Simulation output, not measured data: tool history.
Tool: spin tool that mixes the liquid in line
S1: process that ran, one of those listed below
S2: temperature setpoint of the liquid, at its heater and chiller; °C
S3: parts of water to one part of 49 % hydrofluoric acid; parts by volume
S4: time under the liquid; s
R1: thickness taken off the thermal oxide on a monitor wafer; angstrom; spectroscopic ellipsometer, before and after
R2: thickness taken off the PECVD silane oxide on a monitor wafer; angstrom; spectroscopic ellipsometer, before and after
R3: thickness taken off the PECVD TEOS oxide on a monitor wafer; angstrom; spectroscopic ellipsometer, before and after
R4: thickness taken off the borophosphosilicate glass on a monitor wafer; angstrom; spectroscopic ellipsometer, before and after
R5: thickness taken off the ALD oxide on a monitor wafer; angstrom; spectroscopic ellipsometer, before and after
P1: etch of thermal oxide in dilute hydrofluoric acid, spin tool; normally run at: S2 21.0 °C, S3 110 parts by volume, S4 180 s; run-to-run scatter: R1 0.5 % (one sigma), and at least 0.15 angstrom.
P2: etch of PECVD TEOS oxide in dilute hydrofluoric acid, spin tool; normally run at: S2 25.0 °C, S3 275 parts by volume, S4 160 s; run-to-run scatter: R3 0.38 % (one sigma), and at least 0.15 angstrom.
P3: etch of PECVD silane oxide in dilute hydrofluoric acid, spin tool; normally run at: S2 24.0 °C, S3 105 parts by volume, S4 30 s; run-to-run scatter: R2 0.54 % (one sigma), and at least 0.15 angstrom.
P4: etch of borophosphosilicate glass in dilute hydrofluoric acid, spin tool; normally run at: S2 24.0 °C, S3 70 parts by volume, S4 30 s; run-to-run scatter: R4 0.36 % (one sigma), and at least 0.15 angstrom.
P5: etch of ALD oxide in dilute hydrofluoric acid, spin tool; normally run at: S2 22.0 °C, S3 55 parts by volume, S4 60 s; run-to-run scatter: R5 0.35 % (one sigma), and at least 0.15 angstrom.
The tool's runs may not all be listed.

Run 1, day 0.604: S1 P1, S2 21.0 °C, S3 110 parts by volume, S4 180 s. Result: R1 67.5540 angstrom.
Run 2, day 1.154: S1 P3, S2 24.0 °C, S3 35 parts by volume, S4 30 s. Result: R2 290.540 angstrom.
Run 3, day 1.933: S1 P1, S2 21.0 °C, S3 110 parts by volume, S4 180 s. Result: R1 67.8890 angstrom.
Run 4, day 2.654: S1 P1, S2 21.0 °C, S3 155 parts by volume, S4 50 s. Result: R1 12.7400 angstrom.
Run 5, day 3.138: S1 P1, S2 21.0 °C, S3 110 parts by volume, S4 180 s. Result: R1 68.0630 angstrom.
Run 6, day 3.925: S1 P2, S2 25.0 °C, S3 275 parts by volume, S4 160 s. Result: R3 53.695 angstrom.
Run 7, day 4.729: S1 P2, S2 25.0 °C, S3 415 parts by volume, S4 160 s. Result: R3 31.193 angstrom.
Run 8, day 5.492: S1 P4, S2 24.0 °C, S3 20 parts by volume, S4 30 s. Result: R4 678.600 angstrom.
Run 9, day 5.896: S1 P2, S2 25.0 °C, S3 275 parts by volume, S4 160 s. Result: R3 53.375 angstrom.
Run 10, day 6.342: S1 P4, S2 24.0 °C, S3 70 parts by volume, S4 30 s. Result: R4 182.120 angstrom.
Run 11, day 7.138: S1 P4, S2 24.0 °C, S3 70 parts by volume, S4 15 s. Result: R4 90.898 angstrom.
Run 12, day 7.638: S1 P4, S2 32.5 °C, S3 70 parts by volume, S4 30 s. Result: R4 252.110 angstrom.
Run 13, day 8.325: S1 P1, S2 21.0 °C, S3 110 parts by volume, S4 350 s. Result: R1 132.2100 angstrom.
Run 14, day 8.775: S1 P2, S2 25.0 °C, S3 275 parts by volume, S4 65 s. Result: R3 21.677 angstrom.
Run 15, day 9.421: S1 P1, S2 21.0 °C, S3 110 parts by volume, S4 180 s. Result: R1 67.9000 angstrom.
Run 16, day 9.879: S1 P3, S2 24.0 °C, S3 105 parts by volume, S4 15 s. Result: R2 43.522 angstrom.
Run 17, day 10.242: S1 P5, S2 22.0 °C, S3 55 parts by volume, S4 60 s. Result: R5 343.45 angstrom.
Run 18, day 10.967: S1 P5, S2 30.5 °C, S3 55 parts by volume, S4 60 s. Result: R5 487.28 angstrom.
Run 19, day 11.558: S1 P3, S2 30.5 °C, S3 105 parts by volume, S4 30 s. Result: R2 113.070 angstrom.
Run 20, day 12.208: S1 P1, S2 28.5 °C, S3 110 parts by volume, S4 180 s. Result: R1 91.6470 angstrom.
Run 21, day 12.754: S1 P5, S2 22.0 °C, S3 55 parts by volume, S4 100 s. Result: R5 575.86 angstrom.
Run 22, day 13.321: S1 P3, S2 24.0 °C, S3 105 parts by volume, S4 30 s. Result: R2 88.113 angstrom.
Run 23, day 14.079: S1 P1, S2 21.0 °C, S3 200 parts by volume, S4 180 s. Result: R1 34.0640 angstrom.
Run 24, day 14.542: S1 P2, S2 30.0 °C, S3 275 parts by volume, S4 160 s. Result: R3 63.476 angstrom.
Run 25, day 15.238: S1 P1, S2 21.0 °C, S3 110 parts by volume, S4 15 s. Result: R1 5.8406 angstrom.
Run 26, day 15.975: S1 P1, S2 21.0 °C, S3 110 parts by volume, S4 180 s. Result: R1 67.7030 angstrom.
Run 27, day 16.512: S1 P5, S2 22.0 °C, S3 55 parts by volume, S4 60 s. Result: R5 344.91 angstrom.
Run 28, day 17.208: S1 P1, S2 21.0 °C, S3 70 parts by volume, S4 180 s. Result: R1 111.8400 angstrom.
Run 29, day 17.792: S1 P1, S2 25.5 °C, S3 150 parts by volume, S4 180 s. Result: R1 57.0510 angstrom.
Run 30, day 18.333: S1 P1, S2 21.0 °C, S3 70 parts by volume, S4 290 s. Result: R1 181.7200 angstrom.
Run 31, day 18.883: S1 P1, S2 17.0 °C, S3 110 parts by volume, S4 180 s. Result: R1 57.8940 angstrom.
Run 32, day 19.500: S1 P5, S2 22.0 °C, S3 90 parts by volume, S4 60 s. Result: R5 201.23 angstrom.
Run 33, day 20.171: S1 P1, S2 21.0 °C, S3 110 parts by volume, S4 180 s. Result: R1 68.0090 angstrom.
Run 34, day 20.858: S1 P1, S2 21.0 °C, S3 110 parts by volume, S4 180 s. Result: R1 70.4180 angstrom.
Run 35, day 21.212: S1 P1, S2 21.0 °C, S3 110 parts by volume, S4 180 s. Result: R1 71.9900 angstrom.
Run 36, day 21.679: S1 P1, S2 21.0 °C, S3 110 parts by volume, S4 180 s. Result: R1 72.4670 angstrom.
Run 37, day 22.467: S1 P1, S2 21.0 °C, S3 110 parts by volume, S4 180 s. Result: R1 73.5160 angstrom.
Run 38, day 23.004: S1 P1, S2 21.0 °C, S3 110 parts by volume, S4 180 s. Result: R1 73.0980 angstrom.
Run 39, day 23.692: S1 P1, S2 21.0 °C, S3 110 parts by volume, S4 180 s. Result: R1 73.2430 angstrom.
Run 40, day 24.333: S1 P1, S2 21.0 °C, S3 110 parts by volume, S4 180 s. Result: R1 74.1190 angstrom.
Run 41, day 24.683: S1 P1, S2 21.0 °C, S3 110 parts by volume, S4 180 s. Result: R1 75.0970 angstrom.
Run 42, day 25.408: S1 P1, S2 21.0 °C, S3 110 parts by volume, S4 180 s. Result: R1 74.8390 angstrom.

What P1 gives has crept away from where it was. These 2 causes fit the log equally well, each at the size given:
A: hydrofluoric acid flow above the setpoint (%) = 8.62
B: liquid hotter than its thermometer reads (K) = 2.32
The creep began at about day 20.171.

4 check runs are offered, each on 2 wafers whose results are averaged, their results left as question marks. Which one tells the causes apart?
Run check 1, day 26.133: S1 P5, S2 28.5 °C, S3 90 parts by volume, S4 60 s. Result: R5 ?.
Run check 2, day 26.133: S1 P4, S2 28.0 °C, S3 40 parts by volume, S4 30 s. Result: R4 ?.
Run check 3, day 26.133: S1 P2, S2 28.5 °C, S3 275 parts by volume, S4 95 s. Result: R3 ?.
Run check 4, day 26.133: S1 P3, S2 24.0 °C, S3 40 parts by volume, S4 15 s. Result: R2 ?.

What each check would give under each cause:
  check  result     if A     if B
check 1      R5   286.06   284.74
check 2      R4  424.600  426.830
check 3      R3   39.689   38.496
check 4      R2  137.050  138.230
How far apart the two closest causes lie, in the result that separates them most: check 1 0.46 %; check 2 0.52 %; check 3 3.05 %; check 4 0.86 %
Check 3 tells the causes apart: in the others they would give nearly the same result.

Check 3 was then run and gave: R3 38.742 angstrom. Which cause is it?

It is B: liquid hotter than its thermometer reads (K).
